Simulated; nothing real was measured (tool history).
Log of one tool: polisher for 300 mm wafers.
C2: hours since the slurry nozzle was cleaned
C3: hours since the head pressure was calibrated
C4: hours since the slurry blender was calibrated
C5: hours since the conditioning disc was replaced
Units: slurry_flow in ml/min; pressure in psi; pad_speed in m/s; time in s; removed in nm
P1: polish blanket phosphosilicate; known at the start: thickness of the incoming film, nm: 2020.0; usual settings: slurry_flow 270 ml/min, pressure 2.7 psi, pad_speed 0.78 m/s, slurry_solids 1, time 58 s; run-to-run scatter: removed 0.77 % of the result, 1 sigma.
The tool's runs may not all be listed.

run 1 hour=12 | slurry_flow=270 pressure=2.7 pad_speed=0.78 slurry_solids=1 time=58 | wafers_polished_on_this_pad=913 C2=248.6 C3=412.6 C4=50.5 C5=139.3 | removed=395.14
run 2 hour=21.5 | slurry_flow=270 pressure=2.7 pad_speed=1.22 slurry_solids=1 time=58 | wafers_polished_on_this_pad=1003 C2=258.1 C3=422.1 C4=60 C5=148.8 | removed=559.08
run 3 hour=32.9 | slurry_flow=270 pressure=2.7 pad_speed=0.78 slurry_solids=1 time=58 | wafers_polished_on_this_pad=1112 C2=269.5 C3=433.5 C4=71.4 C5=160.2 | removed=395.77
run 4 hour=41.9 | slurry_flow=270 pressure=2.7 pad_speed=0.78 slurry_solids=1 time=58 | wafers_polished_on_this_pad=1197 C2=278.5 C3=442.5 C4=80.4 C5=169.2 | removed=398.65
run 5 hour=53.7 | slurry_flow=270 pressure=1.6 pad_speed=0.78 slurry_solids=1 time=58 | wafers_polished_on_this_pad=1310 C2=290.3 C3=454.3 C4=92.2 C5=181 | removed=233.87
run 6 hour=65.1 | slurry_flow=180 pressure=2.7 pad_speed=0.78 slurry_solids=1 time=58 | wafers_polished_on_this_pad=1418 C2=301.7 C3=465.7 C4=103.6 C5=192.4 | removed=370.91
run 7 hour=76.2 | slurry_flow=270 pressure=2.7 pad_speed=0.78 slurry_solids=1 time=87 | wafers_polished_on_this_pad=1524 C2=312.8 C3=476.8 C4=114.7 C5=203.5 | removed=591.44
run 8 hour=82.9 | slurry_flow=270 pressure=2.7 pad_speed=0.78 slurry_solids=1 time=58 | wafers_polished_on_this_pad=1588 C2=319.5 C3=483.5 C4=121.4 C5=210.2 | removed=397.57
run 9 hour=92.4 | slurry_flow=425 pressure=2.7 pad_speed=0.78 slurry_solids=1 time=58 | wafers_polished_on_this_pad=1678 C2=329 C3=493 C4=130.9 C5=219.7 | removed=405.19
run 10 hour=104.9 | slurry_flow=395 pressure=3.9 pad_speed=0.78 slurry_solids=1 time=58 | wafers_polished_on_this_pad=1797 C2=341.5 C3=505.5 C4=143.4 C5=232.2 | removed=586.6
run 11 hour=116.5 | slurry_flow=270 pressure=3.8 pad_speed=0.78 slurry_solids=1 time=89 | wafers_polished_on_this_pad=1908 C2=353.1 C3=517.1 C4=155 C5=243.8 | removed=854.6
run 12 hour=122.4 | slurry_flow=270 pressure=2.7 pad_speed=0.36 slurry_solids=1 time=58 | wafers_polished_on_this_pad=1964 C2=359 C3=523 C4=160.9 C5=249.7 | removed=212.61
run 13 hour=133.4 | slurry_flow=270 pressure=2.7 pad_speed=0.78 slurry_solids=1 time=58 | wafers_polished_on_this_pad=2068 C2=370 C3=534 C4=171.9 C5=260.7 | removed=395.96
run 14 hour=142.8 | slurry_flow=270 pressure=2.7 pad_speed=0.78 slurry_solids=0.5 time=58 | wafers_polished_on_this_pad=2158 C2=379.4 C3=543.4 C4=181.3 C5=270.1 | removed=271.26
run 15 hour=155.2 | slurry_flow=270 pressure=2.7 pad_speed=0.78 slurry_solids=1 time=58 | wafers_polished_on_this_pad=2276 C2=391.8 C3=555.8 C4=193.7 C5=282.5 | removed=394.05
run 16 hour=161.1 | slurry_flow=270 pressure=2.7 pad_speed=0.78 slurry_solids=1.35 time=58 | wafers_polished_on_this_pad=2332 C2=397.7 C3=561.7 C4=199.6 C5=288.4 | removed=446.03
run 17 hour=168.4 | slurry_flow=270 pressure=2.7 pad_speed=0.78 slurry_solids=1 time=27 | wafers_polished_on_this_pad=2402 C2=405 C3=569 C4=206.9 C5=295.7 | removed=182.72
run 18 hour=177.3 | slurry_flow=270 pressure=4.1 pad_speed=0.78 slurry_solids=1 time=58 | wafers_polished_on_this_pad=2486 C2=413.9 C3=577.9 C4=215.8 C5=304.6 | removed=600.03
run 19 hour=183.4 | slurry_flow=270 pressure=2.7 pad_speed=0.78 slurry_solids=1 time=58 | wafers_polished_on_this_pad=2544 C2=420 C3=584 C4=221.9 C5=310.7 | removed=390.64
run 20 hour=189.9 | slurry_flow=270 pressure=2.7 pad_speed=0.78 slurry_solids=1 time=58 | wafers_polished_on_this_pad=2606 C2=426.5 C3=590.5 C4=228.4 C5=317.2 | removed=386.28
run 21 hour=202.3 | slurry_flow=270 pressure=2.7 pad_speed=0.78 slurry_solids=1 time=58 | wafers_polished_on_this_pad=2724 C2=438.9 C3=602.9 C4=240.8 C5=329.6 | removed=373.15
-- hour=214 worn pad replaced by a new one
run 22 hour=214.1 | slurry_flow=270 pressure=2.7 pad_speed=0.78 slurry_solids=1 time=58 | wafers_polished_on_this_pad=1 C2=450.7 C3=614.7 C4=252.6 C5=341.4 | removed=362.44
run 23 hour=221.2 | slurry_flow=270 pressure=2.7 pad_speed=0.78 slurry_solids=1 time=58 | wafers_polished_on_this_pad=69 C2=457.8 C3=621.8 C4=259.7 C5=348.5 | removed=358.82
-- hour=227.4 slurry nozzle cleaned
-- hour=228.3 conditioning disc replaced and pad reconditioned
run 24 hour=231 | slurry_flow=270 pressure=2.7 pad_speed=0.78 slurry_solids=1 time=58 | wafers_polished_on_this_pad=162 C2=3.7 C3=631.6 C4=269.5 C5=2.8 | removed=362.48
run 25 hour=239.8 | slurry_flow=270 pressure=2.7 pad_speed=0.78 slurry_solids=1 time=58 | wafers_polished_on_this_pad=246 C2=12.5 C3=640.4 C4=278.3 C5=11.6 | removed=358.35
run 26 hour=249 | slurry_flow=270 pressure=2.7 pad_speed=0.78 slurry_solids=1 time=58 | wafers_polished_on_this_pad=334 C2=21.7 C3=649.6 C4=287.5 C5=20.8 | removed=361.09

What P1 gives has crept away from where it was. These 2 causes fit the log equally well, each at the size given:
A: abrasive missing from the slurry, % = 16.8
B: head's pressure below its setpoint, % = 8.39
The creep began at about hour 189.9.
Why every other cause is out:
removal rate lost through wear of the pad, %: serviced at hour 214, which brought nothing back
slurry flow missing at the pad, %: serviced at hour 227.4, which brought nothing back
time polished since the conditioner stopped cutting, s: serviced at hour 228.3, which brought nothing back

4 check runs are offered, each on 5 wafers whose results are averaged, their results left as question marks. Which one tells the causes apart?
run check 1 hour=258.2 | slurry_flow=270 pressure=2.7 pad_speed=0.78 slurry_solids=0.55 time=58 | removed=?
run check 2 hour=258.2 | slurry_flow=270 pressure=3.4 pad_speed=1.14 slurry_solids=1 time=58 | removed=?
run check 3 hour=258.2 | slurry_flow=340 pressure=2.7 pad_speed=0.78 slurry_solids=1 time=36 | removed=?
run check 4 hour=258.2 | slurry_flow=270 pressure=4 pad_speed=0.5 slurry_solids=1 time=58 | removed=?

What each check would give under each cause:
check=check_1 result=removed if_A=256.26 if_B=263.32
check=check_2 result=removed if_A=616.14 if_B=616.26
check=check_3 result=removed if_A=228.89 if_B=228.93
check=check_4 result=removed if_A=374.9 if_B=374.97
How far apart the two closest causes lie, in the result that separates them most: check 1 2.72 %; check 2 0.02 %; check 3 0.02 %; check 4 0.02 %
Only check 1 tells the causes apart: in the others they would give nearly the same result.

Then check 1 was run and gave: removed 257.25 nm. Which cause is it?

It is A: abrasive missing from the slurry, %.

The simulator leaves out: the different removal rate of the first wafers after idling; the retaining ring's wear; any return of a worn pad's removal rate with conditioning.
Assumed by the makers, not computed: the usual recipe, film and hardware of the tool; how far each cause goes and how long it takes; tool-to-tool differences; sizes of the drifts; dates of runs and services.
